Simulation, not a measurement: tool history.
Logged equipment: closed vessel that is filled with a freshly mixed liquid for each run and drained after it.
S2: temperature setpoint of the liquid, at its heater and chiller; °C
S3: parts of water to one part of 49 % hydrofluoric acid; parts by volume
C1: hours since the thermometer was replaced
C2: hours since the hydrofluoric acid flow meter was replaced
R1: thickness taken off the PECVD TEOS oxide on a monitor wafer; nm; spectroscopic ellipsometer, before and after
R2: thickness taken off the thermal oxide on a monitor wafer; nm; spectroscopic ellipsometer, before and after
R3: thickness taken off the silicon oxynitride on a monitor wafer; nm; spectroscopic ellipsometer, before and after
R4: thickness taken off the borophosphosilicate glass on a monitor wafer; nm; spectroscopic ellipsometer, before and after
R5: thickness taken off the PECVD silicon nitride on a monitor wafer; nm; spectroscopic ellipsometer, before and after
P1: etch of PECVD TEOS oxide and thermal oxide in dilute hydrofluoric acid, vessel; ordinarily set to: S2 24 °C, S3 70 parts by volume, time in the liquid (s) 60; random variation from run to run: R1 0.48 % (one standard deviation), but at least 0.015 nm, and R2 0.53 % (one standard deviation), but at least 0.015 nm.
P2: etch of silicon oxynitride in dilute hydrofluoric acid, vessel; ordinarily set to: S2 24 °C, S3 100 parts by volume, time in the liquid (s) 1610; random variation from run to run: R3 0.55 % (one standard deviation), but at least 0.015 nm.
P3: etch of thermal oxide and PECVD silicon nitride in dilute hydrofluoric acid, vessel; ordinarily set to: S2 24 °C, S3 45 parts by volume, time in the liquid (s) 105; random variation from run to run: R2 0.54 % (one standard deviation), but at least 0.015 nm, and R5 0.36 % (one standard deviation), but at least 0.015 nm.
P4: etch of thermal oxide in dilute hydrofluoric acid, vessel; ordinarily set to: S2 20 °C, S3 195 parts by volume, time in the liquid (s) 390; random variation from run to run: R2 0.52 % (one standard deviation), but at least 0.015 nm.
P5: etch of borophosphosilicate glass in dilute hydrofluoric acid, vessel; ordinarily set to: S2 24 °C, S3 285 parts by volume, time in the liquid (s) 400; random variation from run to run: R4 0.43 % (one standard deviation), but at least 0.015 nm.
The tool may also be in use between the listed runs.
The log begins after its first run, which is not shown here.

run 2 hour=7.5 | process_that_ran=P1 S2=24 S3=70 time_in_the_liquid_(s)=60 | C1=209.5 C2=196 | R1=15.613 R2=4.3275
run 3 hour=11.3 | process_that_ran=P2 S2=24 S3=180 time_in_the_liquid_(s)=1610 | C1=213.3 C2=199.8 | R3=13.805
run 4 hour=14.6 | process_that_ran=P1 S2=24 S3=70 time_in_the_liquid_(s)=105 | C1=216.6 C2=203.1 | R1=27.258 R2=7.5461
run 5 hour=18.5 | process_that_ran=P5 S2=24 S3=285 time_in_the_liquid_(s)=400 | C1=220.5 C2=207 | R4=44.318
run 6 hour=20.4 | process_that_ran=P1 S2=17.5 S3=70 time_in_the_liquid_(s)=60 | C1=222.4 C2=208.9 | R1=11.899 R2=3.3261
run 7 hour=24.4 | process_that_ran=P3 S2=24 S3=45 time_in_the_liquid_(s)=205 | C1=226.4 C2=212.9 | R2=23.175 R5=11.982
run 8 hour=28.4 | process_that_ran=P1 S2=30 S3=70 time_in_the_liquid_(s)=30 | C1=230.4 C2=216.9 | R1=9.846 R2=2.7172
run 9 hour=31.2 | process_that_ran=P4 S2=20 S3=330 time_in_the_liquid_(s)=390 | C1=233.2 C2=219.7 | R2=3.7751
run 10 hour=34.9 | process_that_ran=P4 S2=20 S3=195 time_in_the_liquid_(s)=390 | C1=236.9 C2=223.4 | R2=7.2178
run 11 hour=38.7 | process_that_ran=P3 S2=24 S3=75 time_in_the_liquid_(s)=105 | C1=240.7 C2=227.2 | R2=6.8594 R5=3.7047
run 12 hour=42.8 | process_that_ran=P2 S2=19.5 S3=100 time_in_the_liquid_(s)=1610 | C1=244.8 C2=231.3 | R3=21.352
run 13 hour=47.1 | process_that_ran=P2 S2=24 S3=100 time_in_the_liquid_(s)=1610 | C1=249.1 C2=235.6 | R3=26.429
run 14 hour=51.3 | process_that_ran=P4 S2=20 S3=195 time_in_the_liquid_(s)=125 | C1=253.3 C2=239.8 | R2=2.3413
run 15 hour=54.4 | process_that_ran=P4 S2=17 S3=195 time_in_the_liquid_(s)=390 | C1=256.4 C2=242.9 | R2=6.3922
run 16 hour=57.2 | process_that_ran=P1 S2=24 S3=25 time_in_the_liquid_(s)=60 | C1=259.2 C2=245.7 | R1=46.156 R2=12.779
run 17 hour=61.5 | process_that_ran=P1 S2=24 S3=120 time_in_the_liquid_(s)=60 | C1=263.5 C2=250 | R1=8.5714 R2=2.3896
run 18 hour=64 | process_that_ran=P1 S2=24 S3=70 time_in_the_liquid_(s)=60 | C1=266 C2=252.5 | R1=15.536 R2=4.362
-- hour=66.7 thermometer replaced
run 19 hour=67.2 | process_that_ran=P1 S2=24 S3=70 time_in_the_liquid_(s)=60 | C1=0.6 C2=255.7 | R1=15.611 R2=4.3483
run 20 hour=70.7 | process_that_ran=P5 S2=24 S3=285 time_in_the_liquid_(s)=400 | C1=4.1 C2=259.2 | R4=44.02
run 21 hour=73.1 | process_that_ran=P5 S2=17.5 S3=285 time_in_the_liquid_(s)=400 | C1=6.5 C2=261.6 | R4=34.754
run 22 hour=75.3 | process_that_ran=P3 S2=24 S3=45 time_in_the_liquid_(s)=105 | C1=8.7 C2=263.8 | R2=11.952 R5=6.1097
run 23 hour=78.9 | process_that_ran=P2 S2=24 S3=100 time_in_the_liquid_(s)=710 | C1=12.3 C2=267.4 | R3=11.656
run 24 hour=81.6 | process_that_ran=P4 S2=20 S3=195 time_in_the_liquid_(s)=390 | C1=15 C2=270.1 | R2=7.1472

Forecast run 25:
run 25 hour=84.6 | process_that_ran=P3 S2=24 S3=45 time_in_the_liquid_(s)=105 | C1=18 C2=273.1 | R2=? R5=?

R2: 11.963 nm
R5: 6.1273 nm
